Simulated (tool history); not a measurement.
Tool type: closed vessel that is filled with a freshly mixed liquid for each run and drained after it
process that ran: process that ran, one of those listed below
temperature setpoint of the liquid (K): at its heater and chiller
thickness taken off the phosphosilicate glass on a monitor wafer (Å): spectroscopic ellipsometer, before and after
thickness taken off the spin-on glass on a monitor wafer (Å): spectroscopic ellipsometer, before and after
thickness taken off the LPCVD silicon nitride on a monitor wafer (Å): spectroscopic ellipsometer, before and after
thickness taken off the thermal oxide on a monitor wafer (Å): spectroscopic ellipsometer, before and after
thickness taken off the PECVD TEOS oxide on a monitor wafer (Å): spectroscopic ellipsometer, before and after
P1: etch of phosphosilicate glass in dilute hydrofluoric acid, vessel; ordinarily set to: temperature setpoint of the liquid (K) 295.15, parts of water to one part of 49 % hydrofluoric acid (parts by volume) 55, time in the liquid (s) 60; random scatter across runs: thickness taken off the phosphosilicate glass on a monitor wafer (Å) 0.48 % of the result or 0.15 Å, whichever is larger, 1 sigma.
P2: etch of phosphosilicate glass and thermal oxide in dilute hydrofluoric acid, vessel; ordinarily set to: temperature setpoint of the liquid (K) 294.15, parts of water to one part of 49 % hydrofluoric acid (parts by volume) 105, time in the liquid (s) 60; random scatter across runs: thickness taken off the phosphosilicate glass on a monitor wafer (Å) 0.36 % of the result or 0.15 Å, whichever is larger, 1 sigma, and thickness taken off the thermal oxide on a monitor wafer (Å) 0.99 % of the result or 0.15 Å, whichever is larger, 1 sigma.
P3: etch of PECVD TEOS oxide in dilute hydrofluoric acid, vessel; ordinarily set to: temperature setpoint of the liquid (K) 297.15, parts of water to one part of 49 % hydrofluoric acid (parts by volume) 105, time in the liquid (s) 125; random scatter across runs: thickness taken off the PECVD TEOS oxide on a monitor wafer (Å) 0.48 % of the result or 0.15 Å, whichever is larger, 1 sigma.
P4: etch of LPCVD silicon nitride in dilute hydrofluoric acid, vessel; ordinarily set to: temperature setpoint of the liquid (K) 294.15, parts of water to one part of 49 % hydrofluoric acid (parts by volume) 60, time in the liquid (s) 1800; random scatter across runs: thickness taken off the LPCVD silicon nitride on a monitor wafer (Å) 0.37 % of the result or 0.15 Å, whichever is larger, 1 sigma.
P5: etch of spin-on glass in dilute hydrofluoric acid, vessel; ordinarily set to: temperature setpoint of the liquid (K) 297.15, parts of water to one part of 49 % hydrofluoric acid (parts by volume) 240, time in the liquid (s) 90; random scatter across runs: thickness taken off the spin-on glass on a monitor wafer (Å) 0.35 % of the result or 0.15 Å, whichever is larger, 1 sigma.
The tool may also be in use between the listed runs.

run	hour	process that ran	temperature setpoint of the liquid (K)	parts of water to one part of 49 % hydrofluoric acid (parts by volume)	time in the liquid (s)	hours since the thermometer was replaced	hours since the hydrofluoric acid flow meter was replaced	thickness taken off the phosphosilicate glass on a monitor wafer (Å)	thickness taken off the spin-on glass on a monitor wafer (Å)	thickness taken off the LPCVD silicon nitride on a monitor wafer (Å)	thickness taken off the thermal oxide on a monitor wafer (Å)	thickness taken off the PECVD TEOS oxide on a monitor wafer (Å)
1	8.1	P1	295.15	55	60	694.1	944	816.92				
2	15.4	P5	290.65	240	90	701.4	951.3		74.627			
3	20.1	P1	295.15	55	60	706.1	956	824.91				
4	25.1	P5	297.15	60	90	711.1	961		467.69			
5	31	P1	295.15	55	95	717	966.9	1293.7				
6	37.7	P1	295.15	55	60	723.7	973.6	823.77				
7	44.4	P1	295.15	55	60	730.4	980.3	819.13				
8	50.1	P4	294.15	60	85	736.1	986			5.6351		
9	55.4	P4	294.15	85	1800	741.4	991.3			86.701		
10	63.6	P1	295.15	85	60	749.6	999.5	515.18				
11	70.1	P2	294.15	105	60	756.1	1006	436.45			22.844	
12	76.5	P4	294.15	60	1800	762.5	1012.4			122.12		
13	83.8	P2	294.15	105	60	769.8	1019.7	437.7			22.814	
14	88	P3	297.15	105	225	774	1023.9					184.71
15	91.9	P2	294.15	105	30	777.9	1027.8	218.63			11.292	
16	99.9	P3	297.15	30	125	785.9	1035.8					396.97
17	107.8	P2	299.65	105	60	793.8	1043.7	545.41			27.738	
18	116	P5	297.15	240	90	802	1051.9		95.219			
19	124.8	P1	295.15	55	60	810.8	1060.7	831.85				
20	130.7	P1	295.15	30	60	816.7	1066.6	1555.6				
21	138.2	P3	297.15	105	125	824.2	1074.1					102.71
22	146.1	P1	290.15	55	60	832.1	1082	666.64				

What does the tool deliver on the next run?
23	150.9	P4	294.15	60	1800	836.9	1086.8			?		

thickness taken off the LPCVD silicon nitride on a monitor wafer (Å): 122.31
